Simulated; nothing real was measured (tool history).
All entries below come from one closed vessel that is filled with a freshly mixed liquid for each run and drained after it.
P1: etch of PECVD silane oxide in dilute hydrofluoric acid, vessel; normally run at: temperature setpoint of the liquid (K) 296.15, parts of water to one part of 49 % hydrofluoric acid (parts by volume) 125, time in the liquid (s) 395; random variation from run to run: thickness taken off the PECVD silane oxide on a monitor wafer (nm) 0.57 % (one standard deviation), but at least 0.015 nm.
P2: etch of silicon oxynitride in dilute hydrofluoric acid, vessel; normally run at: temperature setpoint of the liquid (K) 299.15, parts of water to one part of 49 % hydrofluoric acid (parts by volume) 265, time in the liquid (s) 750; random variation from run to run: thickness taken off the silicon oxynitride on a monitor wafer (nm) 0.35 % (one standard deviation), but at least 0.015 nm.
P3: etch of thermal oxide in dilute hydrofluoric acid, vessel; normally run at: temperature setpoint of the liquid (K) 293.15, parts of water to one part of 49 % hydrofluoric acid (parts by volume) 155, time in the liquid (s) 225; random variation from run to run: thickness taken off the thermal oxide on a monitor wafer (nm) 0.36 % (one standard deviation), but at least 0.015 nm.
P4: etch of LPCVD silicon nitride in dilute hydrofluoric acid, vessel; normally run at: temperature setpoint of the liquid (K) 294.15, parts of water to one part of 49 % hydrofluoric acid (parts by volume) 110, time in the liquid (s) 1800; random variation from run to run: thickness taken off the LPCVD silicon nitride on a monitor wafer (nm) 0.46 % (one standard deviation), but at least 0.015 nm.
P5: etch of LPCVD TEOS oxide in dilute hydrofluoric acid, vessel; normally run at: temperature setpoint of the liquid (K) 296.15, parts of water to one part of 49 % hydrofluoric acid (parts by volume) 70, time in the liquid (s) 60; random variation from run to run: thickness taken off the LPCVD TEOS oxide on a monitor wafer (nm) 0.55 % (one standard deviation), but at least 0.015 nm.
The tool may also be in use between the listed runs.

run,hour,process that ran,temperature setpoint of the liquid (K),parts of water to one part of 49 % hydrofluoric acid (parts by volume),time in the liquid (s),thickness taken off the PECVD silane oxide on a monitor wafer (nm),thickness taken off the LPCVD silicon nitride on a monitor wafer (nm),thickness taken off the silicon oxynitride on a monitor wafer (nm),thickness taken off the thermal oxide on a monitor wafer (nm),thickness taken off the LPCVD TEOS oxide on a monitor wafer (nm)
1,10.7,P1,296.15,125,395,42.6790,,,,
2,18.6,P1,296.15,125,395,42.8240,,,,
3,28.3,P4,299.65,110,1800,,11.34400,,,
4,37.1,P2,299.15,265,1300,,,21.3940,,
5,48.4,P3,293.15,155,225,,,,5.5752,
6,57.1,P1,296.15,125,395,43.1570,,,,
7,64.3,P1,296.15,125,615,67.0890,,,,
8,73.1,P1,301.15,125,395,52.1000,,,,
9,84.9,P1,296.15,125,105,11.4210,,,,
10,92.1,P3,293.15,155,225,,,,5.5410,
11,97.9,P2,293.15,265,750,,,9.4226,,
12,106.0,P3,293.15,155,395,,,,9.8028,
# hour 106.5: hydrofluoric acid flow meter replaced
13,115.3,P1,296.15,185,140,9.5698,,,,
14,124.3,P1,296.15,125,395,42.8690,,,,
15,129.5,P1,296.15,125,395,43.1320,,,,
16,136.2,P1,296.15,190,395,26.2690,,,,
17,144.5,P5,296.15,70,60,,,,,15.1490
18,155.1,P1,296.15,125,395,43.3090,,,,
19,162.4,P1,291.15,125,395,35.2150,,,,
20,167.6,P2,299.15,480,750,,,5.8477,,
21,175.2,P1,296.15,125,395,42.9740,,,,
22,182.4,P2,299.15,265,750,,,12.2940,,
23,192.6,P5,296.15,25,60,,,,,45.5530
24,201.9,P5,302.15,70,60,,,,,19.2860
25,208.5,P1,290.15,40,395,114.5900,,,,
26,218.9,P2,299.15,265,750,,,12.3450,,
27,230.0,P4,294.15,180,1800,,4.90660,,,
28,241.0,P4,294.15,110,140,,0.61771,,,
29,250.1,P3,293.15,50,225,,,,19.4430,
30,255.7,P5,296.15,70,30,,,,,7.6367
31,264.5,P3,290.15,155,225,,,,4.8861,
32,271.6,P4,294.15,110,1800,,7.95530,,,
33,278.3,P1,296.15,70,395,81.5850,,,,
34,287.8,P5,296.15,70,60,,,,,15.0730
35,293.3,P1,296.15,125,395,42.7110,,,,
36,304.9,P1,296.15,125,395,40.8290,,,,
37,314.2,P1,296.15,125,395,40.0590,,,,
38,323.3,P1,296.15,125,395,39.9500,,,,
39,331.6,P1,296.15,125,395,39.5450,,,,
40,339.3,P1,296.15,125,395,39.8570,,,,
41,344.9,P1,296.15,125,395,39.6360,,,,
42,353.9,P1,296.15,125,395,39.7540,,,,
43,359.5,P1,296.15,125,395,39.0180,,,,

What P1 gives has crept away from where it was. These 2 causes fit the log equally well, each at the size given:
A: liquid colder than its thermometer reads (K) = 2.17
B: hydrofluoric acid flow below the setpoint (%) = 7.22
The process output started creeping at around hour 293.3.

Below are 4 check runs, each on a single wafer, with their results shown as question marks. Which of them would tell the listed causes apart, meaning the causes would give clearly different results under it?
check 1,365.1,P3,293.15,155,225,,,,?,
check 2,365.1,P5,296.15,70,60,,,,,?
check 3,365.1,P2,299.15,265,750,,,?,,
check 4,365.1,P4,294.15,110,1800,,?,,,

Expected result of each check under each candidate cause:
check,result,if A,if B
check 1,thickness taken off the thermal oxide on a monitor wafer (nm),5.1108,5.1094
check 2,thickness taken off the LPCVD TEOS oxide on a monitor wafer (nm),13.9310,14.0380
check 3,thickness taken off the silicon oxynitride on a monitor wafer (nm),11.2050,11.2320
check 4,thickness taken off the LPCVD silicon nitride on a monitor wafer (nm),6.85150,7.37720
Minimum pairwise separation of causes per check, each pair taken at its best-separating result: check 1 0.03 %; check 2 0.77 %; check 3 0.24 %; check 4 7.39 %
Of the check runs offered, only check 4 discriminates between the causes; the rest would read about the same regardless of which cause applies.

Check 4 was carried out, with these results: thickness taken off the LPCVD silicon nitride on a monitor wafer (nm) 6.85610. Which of the listed causes is responsible?

The correct cause is A, namely: liquid colder than its thermometer reads (K).

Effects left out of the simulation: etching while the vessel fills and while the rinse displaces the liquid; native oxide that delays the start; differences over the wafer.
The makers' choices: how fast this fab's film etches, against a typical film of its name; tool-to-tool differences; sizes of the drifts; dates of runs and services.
